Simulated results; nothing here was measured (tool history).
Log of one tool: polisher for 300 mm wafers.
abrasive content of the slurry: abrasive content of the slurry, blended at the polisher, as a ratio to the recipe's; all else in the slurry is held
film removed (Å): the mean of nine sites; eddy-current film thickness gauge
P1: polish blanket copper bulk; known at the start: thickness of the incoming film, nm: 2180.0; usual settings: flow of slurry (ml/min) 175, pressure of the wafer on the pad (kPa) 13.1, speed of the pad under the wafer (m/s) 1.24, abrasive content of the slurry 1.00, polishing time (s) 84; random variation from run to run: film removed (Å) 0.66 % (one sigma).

run,hour,flow of slurry (ml/min),pressure of the wafer on the pad (kPa),speed of the pad under the wafer (m/s),abrasive content of the slurry,polishing time (s),wafers polished on this pad,hours since the slurry nozzle was cleaned,hours since the head pressure was calibrated,hours since the slurry blender was calibrated,film removed (Å)
1,5.1,175,13.1,1.24,1.00,84,397,171.5,254.0,186.2,5720.7
2,9.9,105,13.1,1.64,1.00,84,442,176.3,258.8,191.0,6880.6
3,16.7,175,13.1,1.98,1.00,84,505,183.1,265.6,197.8,9224.1
4,21.4,175,13.1,1.24,1.00,113,549,187.8,270.3,202.5,7862.0
5,25.7,175,13.1,1.24,1.00,84,590,192.1,274.6,206.8,5780.4
6,29.2,255,13.1,1.24,1.00,84,623,195.6,278.1,210.3,6030.4
7,32.6,175,13.1,1.24,1.00,84,655,199.0,281.5,213.7,5810.2
8,39.4,175,19.3,1.24,1.00,84,718,205.8,288.3,220.5,8476.7
9,45.5,175,13.1,1.24,1.00,84,776,211.9,294.4,226.6,5778.8
10,51.5,175,13.1,1.24,1.00,84,832,217.9,300.4,232.6,5786.6
11,58.4,175,7.6,1.24,1.00,84,897,224.8,307.3,239.5,3334.5
12,62.5,175,13.1,1.24,1.00,84,935,228.9,311.4,243.6,5767.8
13,69.7,175,13.1,0.90,1.00,84,1003,236.1,318.6,250.8,4184.4
14,74.4,175,13.1,1.24,1.00,84,1047,240.8,323.3,255.5,5829.0
15,79.2,105,13.1,1.24,1.00,84,1092,245.6,328.1,260.3,5203.9
16,85.1,175,13.1,1.24,1.35,84,1147,251.5,334.0,266.2,6111.5
17,91.4,175,13.1,1.24,1.00,45,1206,257.8,340.3,272.5,3064.8
18,97.2,175,13.1,1.24,0.50,84,1261,263.6,346.1,278.3,5052.2
19,101.3,175,13.1,1.24,1.00,84,1299,267.7,350.2,282.4,5736.9

The next listed run, before its measurement:
20,105.8,175,13.1,1.24,1.00,84,1341,272.2,354.7,286.9,?

{"run 20": {"film removed (Å)": 5656.0}}
